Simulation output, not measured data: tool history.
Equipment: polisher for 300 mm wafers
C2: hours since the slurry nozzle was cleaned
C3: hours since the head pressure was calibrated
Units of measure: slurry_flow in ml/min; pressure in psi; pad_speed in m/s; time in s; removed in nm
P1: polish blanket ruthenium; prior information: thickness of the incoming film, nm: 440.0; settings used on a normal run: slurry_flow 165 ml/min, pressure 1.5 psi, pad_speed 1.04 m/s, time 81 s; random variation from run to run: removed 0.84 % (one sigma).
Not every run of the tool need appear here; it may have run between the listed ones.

Run 1, hour 4.5: slurry_flow 165 ml/min, pressure 1.5 psi, pad_speed 1.04 m/s, time 81 s; wafers polished on this pad 596; C2 315.1; C3 290.3. Result: removed 69.677 nm.
Run 2, hour 8.7: slurry_flow 165 ml/min, pressure 1.5 psi, pad_speed 1.04 m/s, time 81 s; wafers polished on this pad 625; C2 319.3; C3 294.5. Result: removed 70.651 nm.
Run 3, hour 15.2: slurry_flow 165 ml/min, pressure 1.5 psi, pad_speed 1.04 m/s, time 81 s; wafers polished on this pad 670; C2 325.8; C3 301.0. Result: removed 70.992 nm.
Run 4, hour 18.8: slurry_flow 165 ml/min, pressure 1.5 psi, pad_speed 1.04 m/s, time 39 s; wafers polished on this pad 694; C2 329.4; C3 304.6. Result: removed 33.609 nm.
Run 5, hour 23.4: slurry_flow 165 ml/min, pressure 1.5 psi, pad_speed 0.46 m/s, time 81 s; wafers polished on this pad 726; C2 334.0; C3 309.2. Result: removed 30.690 nm.
Run 6, hour 27.0: slurry_flow 165 ml/min, pressure 1.1 psi, pad_speed 1.40 m/s, time 81 s; wafers polished on this pad 751; C2 337.6; C3 312.8. Result: removed 68.576 nm.
Run 7, hour 32.3: slurry_flow 165 ml/min, pressure 1.5 psi, pad_speed 1.36 m/s, time 81 s; wafers polished on this pad 787; C2 342.9; C3 318.1. Result: removed 91.736 nm.
Run 8, hour 38.3: slurry_flow 210 ml/min, pressure 1.5 psi, pad_speed 1.04 m/s, time 39 s; wafers polished on this pad 829; C2 348.9; C3 324.1. Result: removed 34.699 nm.
Run 9, hour 42.8: slurry_flow 165 ml/min, pressure 0.9 psi, pad_speed 1.04 m/s, time 81 s; wafers polished on this pad 860; C2 353.4; C3 328.6. Result: removed 41.262 nm.
Run 10, hour 47.5: slurry_flow 165 ml/min, pressure 2.1 psi, pad_speed 1.48 m/s, time 81 s; wafers polished on this pad 892; C2 358.1; C3 333.3. Result: removed 139.450 nm.
At hour 51.4: worn pad replaced by a new one.
Run 11, hour 51.8: slurry_flow 165 ml/min, pressure 2.3 psi, pad_speed 1.04 m/s, time 81 s; wafers polished on this pad 3; C2 362.4; C3 337.6. Result: removed 107.130 nm.
Run 12, hour 55.3: slurry_flow 230 ml/min, pressure 1.5 psi, pad_speed 1.04 m/s, time 81 s; wafers polished on this pad 27; C2 365.9; C3 341.1. Result: removed 72.037 nm.
Run 13, hour 59.0: slurry_flow 100 ml/min, pressure 1.5 psi, pad_speed 1.04 m/s, time 81 s; wafers polished on this pad 53; C2 369.6; C3 344.8. Result: removed 63.971 nm.
Run 14, hour 63.9: slurry_flow 165 ml/min, pressure 1.5 psi, pad_speed 1.04 m/s, time 81 s; wafers polished on this pad 86; C2 374.5; C3 349.7. Result: removed 69.398 nm.
Run 15, hour 69.2: slurry_flow 165 ml/min, pressure 1.5 psi, pad_speed 1.04 m/s, time 81 s; wafers polished on this pad 123; C2 379.8; C3 355.0. Result: removed 69.190 nm.
Run 16, hour 73.2: slurry_flow 165 ml/min, pressure 1.5 psi, pad_speed 1.04 m/s, time 120 s; wafers polished on this pad 150; C2 383.8; C3 359.0. Result: removed 103.760 nm.
Run 17, hour 76.5: slurry_flow 165 ml/min, pressure 1.5 psi, pad_speed 1.04 m/s, time 81 s; wafers polished on this pad 173; C2 387.1; C3 362.3. Result: removed 70.356 nm.
Run 18, hour 80.2: slurry_flow 165 ml/min, pressure 1.5 psi, pad_speed 1.04 m/s, time 81 s; wafers polished on this pad 199; C2 390.8; C3 366.0. Result: removed 68.455 nm.
Run 19, hour 86.9: slurry_flow 165 ml/min, pressure 1.5 psi, pad_speed 1.04 m/s, time 81 s; wafers polished on this pad 245; C2 397.5; C3 372.7. Result: removed 66.743 nm.
Run 20, hour 94.0: slurry_flow 165 ml/min, pressure 1.5 psi, pad_speed 1.04 m/s, time 81 s; wafers polished on this pad 294; C2 404.6; C3 379.8. Result: removed 66.193 nm.
At hour 94.5: worn pad replaced by a new one.
Run 21, hour 97.3: slurry_flow 165 ml/min, pressure 1.5 psi, pad_speed 1.04 m/s, time 81 s; wafers polished on this pad 19; C2 407.9; C3 383.1. Result: removed 66.372 nm.
Run 22, hour 101.0: slurry_flow 165 ml/min, pressure 1.5 psi, pad_speed 1.04 m/s, time 81 s; wafers polished on this pad 44; C2 411.6; C3 386.8. Result: removed 64.629 nm.
Run 23, hour 106.4: slurry_flow 165 ml/min, pressure 1.5 psi, pad_speed 1.04 m/s, time 81 s; wafers polished on this pad 82; C2 417.0; C3 392.2. Result: removed 65.153 nm.
Run 24, hour 112.9: slurry_flow 165 ml/min, pressure 1.5 psi, pad_speed 1.04 m/s, time 81 s; wafers polished on this pad 126; C2 423.5; C3 398.7. Result: removed 65.357 nm.

The output of P1 has drifted from where it used to be. Each of the 2 causes below, taken at the size shown beside it, accounts for the log equally well:
A: slurry flow missing at the pad, % = 31.3
B: head's pressure below its setpoint, % = 6.82
The onset of the drift is placed at about hour 80.2.
Other possible causes, and why each is ruled out:
removal rate lost through wear of the pad, %: work on it at hour 94.5, done after the drift set in, did not restore what the process gave before

Each of the check runs listed below is run on 3 wafers and reports their average, with the results left as question marks. Pick the one under which the possible causes would lead to clearly different results.
Run check 1, hour 119.4: slurry_flow 165 ml/min, pressure 2.2 psi, pad_speed 0.56 m/s, time 81 s. Result: removed ?.
Run check 2, hour 119.4: slurry_flow 165 ml/min, pressure 1.8 psi, pad_speed 0.56 m/s, time 81 s. Result: removed ?.
Run check 3, hour 119.4: slurry_flow 100 ml/min, pressure 1.5 psi, pad_speed 1.04 m/s, time 106 s. Result: removed ?.
Run check 4, hour 119.4: slurry_flow 165 ml/min, pressure 1.5 psi, pad_speed 1.04 m/s, time 42 s. Result: removed ?.

Expected result of each check under each candidate cause:
  check   result    if A    if B
check 1  removed  51.222  51.228
check 2  removed  41.909  41.914
check 3  removed  73.796  76.788
check 4  removed  33.630  33.635
Gap, in per cent, between the two causes that each check separates least, read from the result that separates them most: check 1 0.01 %; check 2 0.01 %; check 3 3.98 %; check 4 0.01 %
Check 3 is the one run that separates the causes; every other check would come out nearly the same whichever cause is at work.

With check 3 done, the readings were: removed 73.336 nm. Identify which of the listed causes applies.

Of the candidate causes, it is A: slurry flow missing at the pad, %.
